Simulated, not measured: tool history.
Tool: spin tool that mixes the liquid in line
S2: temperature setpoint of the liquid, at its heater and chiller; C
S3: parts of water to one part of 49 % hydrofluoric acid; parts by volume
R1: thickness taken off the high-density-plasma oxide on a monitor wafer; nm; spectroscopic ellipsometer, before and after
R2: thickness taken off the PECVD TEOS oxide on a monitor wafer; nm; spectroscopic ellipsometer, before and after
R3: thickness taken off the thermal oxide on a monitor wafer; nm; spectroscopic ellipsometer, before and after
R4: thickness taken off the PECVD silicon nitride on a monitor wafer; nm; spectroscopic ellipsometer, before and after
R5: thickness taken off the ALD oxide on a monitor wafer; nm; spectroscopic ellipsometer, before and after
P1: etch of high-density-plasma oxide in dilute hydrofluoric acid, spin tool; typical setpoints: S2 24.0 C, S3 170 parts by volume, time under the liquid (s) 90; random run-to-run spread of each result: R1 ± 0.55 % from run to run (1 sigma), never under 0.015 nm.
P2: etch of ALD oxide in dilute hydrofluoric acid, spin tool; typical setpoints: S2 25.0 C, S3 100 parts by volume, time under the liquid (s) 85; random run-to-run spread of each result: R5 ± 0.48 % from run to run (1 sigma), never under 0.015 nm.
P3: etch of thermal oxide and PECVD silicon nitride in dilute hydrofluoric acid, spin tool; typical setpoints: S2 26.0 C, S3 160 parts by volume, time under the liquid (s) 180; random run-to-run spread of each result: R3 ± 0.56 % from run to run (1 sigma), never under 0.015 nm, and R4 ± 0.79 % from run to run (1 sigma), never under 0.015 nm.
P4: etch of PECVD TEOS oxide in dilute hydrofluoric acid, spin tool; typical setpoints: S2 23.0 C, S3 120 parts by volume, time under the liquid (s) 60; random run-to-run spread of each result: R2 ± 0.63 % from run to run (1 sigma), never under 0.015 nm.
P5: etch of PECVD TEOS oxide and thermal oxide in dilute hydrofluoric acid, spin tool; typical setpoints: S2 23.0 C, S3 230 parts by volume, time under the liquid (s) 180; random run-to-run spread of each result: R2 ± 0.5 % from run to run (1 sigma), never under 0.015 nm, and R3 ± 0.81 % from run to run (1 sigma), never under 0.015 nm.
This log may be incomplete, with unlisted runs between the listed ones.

{"run": 1, "hour": 9.4, "process that ran": "P1", "S2": 24.0, "S3": 170, "time under the liquid (s)": 90, "R1": 5.5133}
{"run": 2, "hour": 22.8, "process that ran": "P1", "S2": 24.0, "S3": 170, "time under the liquid (s)": 90, "R1": 5.5176}
{"run": 3, "hour": 30.2, "process that ran": "P5", "S2": 19.0, "S3": 230, "time under the liquid (s)": 180, "R2": 16.422, "R3": 2.5908}
{"run": 4, "hour": 39.4, "process that ran": "P1", "S2": 24.0, "S3": 230, "time under the liquid (s)": 135, "R1": 5.7004}
{"run": 5, "hour": 51.0, "process that ran": "P1", "S2": 31.0, "S3": 170, "time under the liquid (s)": 90, "R1": 7.1114}
{"run": 6, "hour": 60.7, "process that ran": "P4", "S2": 23.0, "S3": 45, "time under the liquid (s)": 60, "R2": 12.625}
{"run": 7, "hour": 69.3, "process that ran": "P4", "S2": 17.0, "S3": 120, "time under the liquid (s)": 60, "R2": 3.3999}
{"run": 8, "hour": 81.9, "process that ran": "P3", "S2": 20.5, "S3": 160, "time under the liquid (s)": 180, "R3": 3.9512, "R4": 1.9038}
{"run": 9, "hour": 96.4, "process that ran": "P5", "S2": 23.0, "S3": 230, "time under the liquid (s)": 180, "R2": 18.923, "R3": 3.0069}
{"run": 10, "hour": 104.5, "process that ran": "P1", "S2": 24.0, "S3": 270, "time under the liquid (s)": 90, "R1": 3.1279}
{"run": 11, "hour": 119.0, "process that ran": "P3", "S2": 26.0, "S3": 160, "time under the liquid (s)": 180, "R3": 4.9357, "R4": 2.7444}
{"run": 12, "hour": 130.1, "process that ran": "P1", "S2": 24.0, "S3": 170, "time under the liquid (s)": 90, "R1": 5.5298}
{"run": 13, "hour": 137.5, "process that ran": "P2", "S2": 29.0, "S3": 100, "time under the liquid (s)": 85, "R5": 20.189}
{"run": 14, "hour": 145.5, "process that ran": "P1", "S2": 24.0, "S3": 170, "time under the liquid (s)": 15, "R1": 0.9118}
{"run": 15, "hour": 155.4, "process that ran": "P1", "S2": 24.0, "S3": 170, "time under the liquid (s)": 90, "R1": 5.533}
{"run": 16, "hour": 166.1, "process that ran": "P2", "S2": 25.0, "S3": 100, "time under the liquid (s)": 85, "R5": 17.268}
{"run": 17, "hour": 178.9, "process that ran": "P3", "S2": 26.0, "S3": 160, "time under the liquid (s)": 15, "R3": 0.41226, "R4": 0.23564}
{"run": 18, "hour": 191.6, "process that ran": "P5", "S2": 23.0, "S3": 230, "time under the liquid (s)": 40, "R2": 4.2208, "R3": 0.67712}
{"run": 19, "hour": 199.1, "process that ran": "P2", "S2": 25.0, "S3": 25, "time under the liquid (s)": 85, "R5": 76.953}
{"run": 20, "hour": 205.6, "process that ran": "P4", "S2": 23.0, "S3": 120, "time under the liquid (s)": 20, "R2": 1.4133}
{"run": 21, "hour": 220.0, "process that ran": "P3", "S2": 26.0, "S3": 250, "time under the liquid (s)": 180, "R3": 2.8917, "R4": 1.7396}
{"run": 22, "hour": 228.1, "process that ran": "P4", "S2": 23.0, "S3": 120, "time under the liquid (s)": 60, "R2": 4.3014}
{"run": 23, "hour": 234.9, "process that ran": "P1", "S2": 19.5, "S3": 170, "time under the liquid (s)": 90, "R1": 4.618}
{"run": 24, "hour": 241.2, "process that ran": "P1", "S2": 24.0, "S3": 170, "time under the liquid (s)": 140, "R1": 8.5621}
{"run": 25, "hour": 250.1, "process that ran": "P1", "S2": 27.5, "S3": 170, "time under the liquid (s)": 15, "R1": 1.042}
{"run": 26, "hour": 258.2, "process that ran": "P2", "S2": 25.0, "S3": 100, "time under the liquid (s)": 85, "R5": 17.452}
{"run": 27, "hour": 265.0, "process that ran": "P1", "S2": 24.0, "S3": 85, "time under the liquid (s)": 90, "R1": 12.117}
{"run": 28, "hour": 275.3, "process that ran": "P1", "S2": 24.0, "S3": 170, "time under the liquid (s)": 90, "R1": 5.5215}
{"run": 29, "hour": 286.2, "process that ran": "P5", "S2": 23.0, "S3": 100, "time under the liquid (s)": 180, "R2": 50.507, "R3": 7.8388}
{"run": 30, "hour": 299.9, "process that ran": "P2", "S2": 25.0, "S3": 100, "time under the liquid (s)": 135, "R5": 27.462}
{"run": 31, "hour": 307.9, "process that ran": "P1", "S2": 24.0, "S3": 170, "time under the liquid (s)": 90, "R1": 5.475}
{"run": 32, "hour": 314.5, "process that ran": "P5", "S2": 23.0, "S3": 230, "time under the liquid (s)": 180, "R2": 18.807, "R3": 3.0473}
{"run": 33, "hour": 327.3, "process that ran": "P1", "S2": 24.0, "S3": 170, "time under the liquid (s)": 90, "R1": 5.4931}
{"run": 34, "hour": 335.0, "process that ran": "P1", "S2": 24.0, "S3": 170, "time under the liquid (s)": 90, "R1": 5.6061}
{"run": 35, "hour": 347.5, "process that ran": "P1", "S2": 24.0, "S3": 170, "time under the liquid (s)": 90, "R1": 5.7031}

Expected results for the next run?
{"run": 36, "hour": 358.9, "process that ran": "P1", "S2": 24.0, "S3": 170, "time under the liquid (s)": 90, "R1": "?"}

Run 36 measured R1 5.7773 nm.
